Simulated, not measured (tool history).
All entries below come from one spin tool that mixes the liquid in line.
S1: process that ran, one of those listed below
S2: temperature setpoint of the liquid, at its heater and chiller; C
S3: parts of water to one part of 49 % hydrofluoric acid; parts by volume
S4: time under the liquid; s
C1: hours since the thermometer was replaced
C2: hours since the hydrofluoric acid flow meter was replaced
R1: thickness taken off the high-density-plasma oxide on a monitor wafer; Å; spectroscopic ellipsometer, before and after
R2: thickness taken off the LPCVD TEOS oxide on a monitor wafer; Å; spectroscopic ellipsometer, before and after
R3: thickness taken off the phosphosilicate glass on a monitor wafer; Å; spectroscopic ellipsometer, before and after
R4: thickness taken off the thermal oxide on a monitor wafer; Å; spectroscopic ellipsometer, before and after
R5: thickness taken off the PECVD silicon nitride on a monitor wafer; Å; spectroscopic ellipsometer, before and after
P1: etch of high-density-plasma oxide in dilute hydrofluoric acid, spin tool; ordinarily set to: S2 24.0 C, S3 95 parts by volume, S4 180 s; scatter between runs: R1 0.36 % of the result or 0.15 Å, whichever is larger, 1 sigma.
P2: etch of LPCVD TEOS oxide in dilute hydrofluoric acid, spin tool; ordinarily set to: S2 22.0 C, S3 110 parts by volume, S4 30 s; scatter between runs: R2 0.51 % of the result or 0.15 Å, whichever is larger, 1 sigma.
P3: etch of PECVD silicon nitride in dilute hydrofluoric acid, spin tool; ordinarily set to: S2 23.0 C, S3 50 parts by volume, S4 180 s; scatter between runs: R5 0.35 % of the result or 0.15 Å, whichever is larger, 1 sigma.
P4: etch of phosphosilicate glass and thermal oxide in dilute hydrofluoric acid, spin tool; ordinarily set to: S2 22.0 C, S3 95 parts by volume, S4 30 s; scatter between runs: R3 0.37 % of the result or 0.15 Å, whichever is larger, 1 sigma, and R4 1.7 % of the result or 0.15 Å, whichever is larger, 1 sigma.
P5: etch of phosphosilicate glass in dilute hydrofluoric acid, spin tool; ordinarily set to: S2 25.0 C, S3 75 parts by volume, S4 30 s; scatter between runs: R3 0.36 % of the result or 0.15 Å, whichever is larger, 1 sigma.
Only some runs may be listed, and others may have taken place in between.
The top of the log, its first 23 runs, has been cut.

run 24 hour=191.2 | S1=P4 S2=17.0 S3=95 S4=30 | C1=1553.7 C2=102.4 | R3=407.32 R4=12.1180
run 25 hour=196.9 | S1=P2 S2=22.0 S3=110 S4=30 | C1=1559.4 C2=108.1 | R2=65.800
run 26 hour=206.8 | S1=P4 S2=22.0 S3=95 S4=30 | C1=1569.3 C2=118.0 | R3=498.18 R4=15.0300
run 27 hour=217.9 | S1=P5 S2=25.0 S3=115 S4=30 | C1=1580.4 C2=129.1 | R3=266.58
run 28 hour=225.0 | S1=P5 S2=25.0 S3=75 S4=15 | C1=1587.5 C2=136.2 | R3=215.10
run 29 hour=231.8 | S1=P3 S2=23.0 S3=50 S4=180 | C1=1594.3 C2=143.0 | R5=91.783
run 30 hour=237.8 | S1=P5 S2=17.5 S3=75 S4=30 | C1=1600.3 C2=149.0 | R3=314.83
run 31 hour=249.3 | S1=P2 S2=22.0 S3=60 S4=30 | C1=1611.8 C2=160.5 | R2=129.320
run 32 hour=256.3 | S1=P2 S2=17.5 S3=110 S4=30 | C1=1618.8 C2=167.5 | R2=54.894

Estimate the outcome of run 33 from the log above:
run 33 hour=267.6 | S1=P4 S2=22.0 S3=165 S4=30 | C1=1630.1 C2=178.8 | R3=? R4=?

Logged for run 33: R3 265.98 Å, R4 7.8132 Å.

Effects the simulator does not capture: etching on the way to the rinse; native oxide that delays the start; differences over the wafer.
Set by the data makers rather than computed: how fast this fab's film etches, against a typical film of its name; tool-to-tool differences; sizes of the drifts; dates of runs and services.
